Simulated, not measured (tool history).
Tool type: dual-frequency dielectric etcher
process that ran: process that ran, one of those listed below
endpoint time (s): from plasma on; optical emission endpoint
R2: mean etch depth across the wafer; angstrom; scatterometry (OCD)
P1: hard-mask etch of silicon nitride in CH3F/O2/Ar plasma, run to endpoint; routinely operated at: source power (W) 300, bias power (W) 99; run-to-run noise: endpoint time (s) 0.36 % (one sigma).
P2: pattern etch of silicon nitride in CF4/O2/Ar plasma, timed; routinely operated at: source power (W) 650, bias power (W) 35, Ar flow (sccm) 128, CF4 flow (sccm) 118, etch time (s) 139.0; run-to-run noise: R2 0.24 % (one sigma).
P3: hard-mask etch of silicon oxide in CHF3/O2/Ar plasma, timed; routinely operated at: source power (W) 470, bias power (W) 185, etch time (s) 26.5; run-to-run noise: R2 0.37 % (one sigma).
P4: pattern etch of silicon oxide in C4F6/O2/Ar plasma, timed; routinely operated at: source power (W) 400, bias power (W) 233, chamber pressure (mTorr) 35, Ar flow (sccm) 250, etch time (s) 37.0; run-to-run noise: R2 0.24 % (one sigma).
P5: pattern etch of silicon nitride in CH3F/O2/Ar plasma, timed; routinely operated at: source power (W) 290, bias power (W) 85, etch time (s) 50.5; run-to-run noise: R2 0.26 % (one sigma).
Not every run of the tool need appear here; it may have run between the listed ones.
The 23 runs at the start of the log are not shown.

Run 24, hour 171.1: process that ran P5, source power (W) 290, bias power (W) 62, etch time (s) 50.5. Result: R2 305.45 angstrom.
Run 25, hour 178.2: process that ran P4, source power (W) 500, bias power (W) 233, chamber pressure (mTorr) 35, Ar flow (sccm) 250, etch time (s) 37.0. Result: R2 1395.50 angstrom.
Run 26, hour 188.4: process that ran P5, source power (W) 370, bias power (W) 85, etch time (s) 50.5. Result: R2 371.10 angstrom.
Run 27, hour 198.1: process that ran P2, source power (W) 650, bias power (W) 35, Ar flow (sccm) 128, etch time (s) 139.0, CF4 flow (sccm) 118. Result: R2 2884.50 angstrom.
Run 28, hour 206.9: process that ran P3, source power (W) 470, bias power (W) 118, etch time (s) 26.5. Result: R2 412.03 angstrom.
Run 29, hour 214.9: process that ran P5, source power (W) 290, bias power (W) 85, etch time (s) 50.5. Result: R2 340.17 angstrom.
Run 30, hour 222.8: process that ran P1, source power (W) 300, bias power (W) 99. Result: endpoint time (s) 66.789.
Run 31, hour 233.0: process that ran P1, source power (W) 300, bias power (W) 99. Result: endpoint time (s) 66.585.
Run 32, hour 239.8: process that ran P3, source power (W) 470, bias power (W) 185, etch time (s) 37.5. Result: R2 677.50 angstrom.
Run 33, hour 247.0: process that ran P3, source power (W) 470, bias power (W) 185, etch time (s) 26.5. Result: R2 479.85 angstrom.

Run 34, settings as shown, results not yet in. Your forecast:
Run 34, hour 256.0: process that ran P1, source power (W) 210, bias power (W) 126. Result: endpoint time (s) ?.

endpoint time (s): 69.185

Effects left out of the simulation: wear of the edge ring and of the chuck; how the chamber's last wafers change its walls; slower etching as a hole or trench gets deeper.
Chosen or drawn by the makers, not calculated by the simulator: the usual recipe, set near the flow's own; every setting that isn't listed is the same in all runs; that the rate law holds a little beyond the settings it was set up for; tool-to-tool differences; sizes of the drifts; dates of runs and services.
